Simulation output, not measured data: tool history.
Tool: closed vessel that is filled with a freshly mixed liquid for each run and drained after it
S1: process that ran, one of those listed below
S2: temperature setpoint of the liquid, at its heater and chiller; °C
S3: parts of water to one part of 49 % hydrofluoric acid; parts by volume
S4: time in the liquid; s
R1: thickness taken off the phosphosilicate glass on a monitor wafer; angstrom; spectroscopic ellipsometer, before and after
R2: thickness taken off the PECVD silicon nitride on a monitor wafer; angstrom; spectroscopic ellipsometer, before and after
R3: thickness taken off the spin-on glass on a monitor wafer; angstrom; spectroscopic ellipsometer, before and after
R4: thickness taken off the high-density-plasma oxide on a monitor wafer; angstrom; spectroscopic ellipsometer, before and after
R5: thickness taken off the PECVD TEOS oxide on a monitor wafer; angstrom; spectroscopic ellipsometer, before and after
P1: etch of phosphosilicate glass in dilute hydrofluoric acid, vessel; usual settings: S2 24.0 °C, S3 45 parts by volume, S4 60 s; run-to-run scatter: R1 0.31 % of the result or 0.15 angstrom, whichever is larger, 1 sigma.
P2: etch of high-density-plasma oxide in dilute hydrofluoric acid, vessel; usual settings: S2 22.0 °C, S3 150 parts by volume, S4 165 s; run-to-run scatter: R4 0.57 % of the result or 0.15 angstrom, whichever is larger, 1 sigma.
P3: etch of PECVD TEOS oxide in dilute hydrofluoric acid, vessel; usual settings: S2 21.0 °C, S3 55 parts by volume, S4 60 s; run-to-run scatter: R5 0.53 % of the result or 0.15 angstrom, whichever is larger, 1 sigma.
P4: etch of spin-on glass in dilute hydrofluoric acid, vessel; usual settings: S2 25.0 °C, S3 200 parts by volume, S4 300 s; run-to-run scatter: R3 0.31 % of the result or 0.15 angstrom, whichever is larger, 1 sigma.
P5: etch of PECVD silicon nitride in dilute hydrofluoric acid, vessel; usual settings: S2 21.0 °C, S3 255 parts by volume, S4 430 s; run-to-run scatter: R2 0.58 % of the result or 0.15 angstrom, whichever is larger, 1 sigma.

run 1 day=0.412 | S1=P1 S2=24.0 S3=45 S4=60 | R1=851.20
run 2 day=0.708 | S1=P5 S2=29.0 S3=255 S4=430 | R2=84.541
run 3 day=1.250 | S1=P1 S2=19.0 S3=45 S4=60 | R1=688.45
run 4 day=1.608 | S1=P1 S2=24.0 S3=20 S4=95 | R1=3127.50
run 5 day=1.979 | S1=P4 S2=30.5 S3=200 S4=300 | R3=636.45
run 6 day=2.371 | S1=P1 S2=24.0 S3=45 S4=60 | R1=852.49
run 7 day=2.708 | S1=P2 S2=22.0 S3=150 S4=165 | R4=50.398
run 8 day=2.983 | S1=P4 S2=25.0 S3=200 S4=540 | R3=943.82
run 9 day=3.496 | S1=P5 S2=21.0 S3=420 S4=430 | R2=31.828
run 10 day=3.746 | S1=P1 S2=32.0 S3=45 S4=60 | R1=1174.20
run 11 day=4.129 | S1=P1 S2=24.0 S3=60 S4=105 | R1=1092.80
run 12 day=4.667 | S1=P3 S2=21.0 S3=25 S4=60 | R5=326.37
run 13 day=5.121 | S1=P1 S2=24.0 S3=45 S4=60 | R1=850.45
run 14 day=5.429 | S1=P1 S2=24.0 S3=20 S4=60 | R1=1990.70
run 15 day=5.771 | S1=P3 S2=17.0 S3=55 S4=60 | R5=121.31
-- day=6.004 thermometer replaced
run 16 day=6.117 | S1=P1 S2=24.0 S3=45 S4=60 | R1=848.14
run 17 day=6.375 | S1=P1 S2=24.0 S3=70 S4=60 | R1=530.22
run 18 day=6.646 | S1=P2 S2=22.0 S3=150 S4=320 | R4=96.927
run 19 day=6.983 | S1=P5 S2=21.0 S3=255 S4=430 | R2=51.742
run 20 day=7.438 | S1=P2 S2=22.0 S3=150 S4=165 | R4=50.119
run 21 day=7.829 | S1=P5 S2=21.0 S3=255 S4=735 | R2=87.483
run 22 day=8.271 | S1=P2 S2=17.0 S3=150 S4=165 | R4=41.205
run 23 day=8.804 | S1=P4 S2=25.0 S3=200 S4=300 | R3=524.91
run 24 day=9.142 | S1=P1 S2=24.0 S3=45 S4=105 | R1=1488.90
run 25 day=9.604 | S1=P1 S2=24.0 S3=45 S4=60 | R1=851.24
run 26 day=9.858 | S1=P3 S2=21.0 S3=55 S4=60 | R5=143.42
run 27 day=10.392 | S1=P2 S2=22.0 S3=95 S4=165 | R4=85.011
run 28 day=10.650 | S1=P1 S2=24.0 S3=45 S4=30 | R1=426.85
run 29 day=10.979 | S1=P4 S2=25.0 S3=40 S4=300 | R3=3184.60
run 30 day=11.392 | S1=P3 S2=21.0 S3=55 S4=95 | R5=224.43
run 31 day=11.812 | S1=P3 S2=21.0 S3=55 S4=60 | R5=143.19
run 32 day=12.317 | S1=P1 S2=24.0 S3=45 S4=60 | R1=850.07
run 33 day=12.846 | S1=P1 S2=24.0 S3=45 S4=60 | R1=828.93
run 34 day=13.346 | S1=P1 S2=24.0 S3=45 S4=60 | R1=811.76
run 35 day=13.662 | S1=P1 S2=24.0 S3=45 S4=60 | R1=804.89
run 36 day=13.962 | S1=P1 S2=24.0 S3=45 S4=60 | R1=801.86
run 37 day=14.271 | S1=P1 S2=24.0 S3=45 S4=60 | R1=795.23
run 38 day=14.779 | S1=P1 S2=24.0 S3=45 S4=60 | R1=789.86
run 39 day=15.067 | S1=P1 S2=24.0 S3=45 S4=60 | R1=790.51
run 40 day=15.438 | S1=P1 S2=24.0 S3=45 S4=60 | R1=785.68
run 41 day=16.000 | S1=P1 S2=24.0 S3=45 S4=60 | R1=787.95
run 42 day=16.483 | S1=P1 S2=24.0 S3=45 S4=60 | R1=787.56
run 43 day=16.750 | S1=P1 S2=24.0 S3=45 S4=60 | R1=784.94

What P1 gives has crept away from where it was. These 2 causes fit the log equally well, each at the size given:
A: liquid colder than its thermometer reads (K) = 1.93
B: hydrofluoric acid flow below the setpoint (%) = 7.26
The creep began at about day 12.317.

4 check runs are offered, one wafer each, their results left as question marks. Which one tells the causes apart?
run check 1 day=17.017 | S1=P5 S2=21.0 S3=255 S4=585 | R2=?
run check 2 day=17.017 | S1=P3 S2=17.0 S3=55 S4=60 | R5=?
run check 3 day=17.017 | S1=P2 S2=17.0 S3=150 S4=320 | R4=?
run check 4 day=17.017 | S1=P4 S2=25.0 S3=40 S4=490 | R3=?

What each check would give under each cause:
check=check_1 result=R2 if_A=61.659 if_B=64.881
check=check_2 result=R5 if_A=111.11 if_B=111.57
check=check_3 result=R4 if_A=72.948 if_B=72.455
check=check_4 result=R3 if_A=4802.90 if_B=4804.90
How far apart the two closest causes lie, in the result that separates them most: check 1 5.09 %; check 2 0.41 %; check 3 0.68 %; check 4 0.04 %
Only check 1 tells the causes apart: in the others they would give nearly the same result.

Check 1 was then run and gave: R2 65.010 angstrom. Which cause is it?

It is B: hydrofluoric acid flow below the setpoint (%).
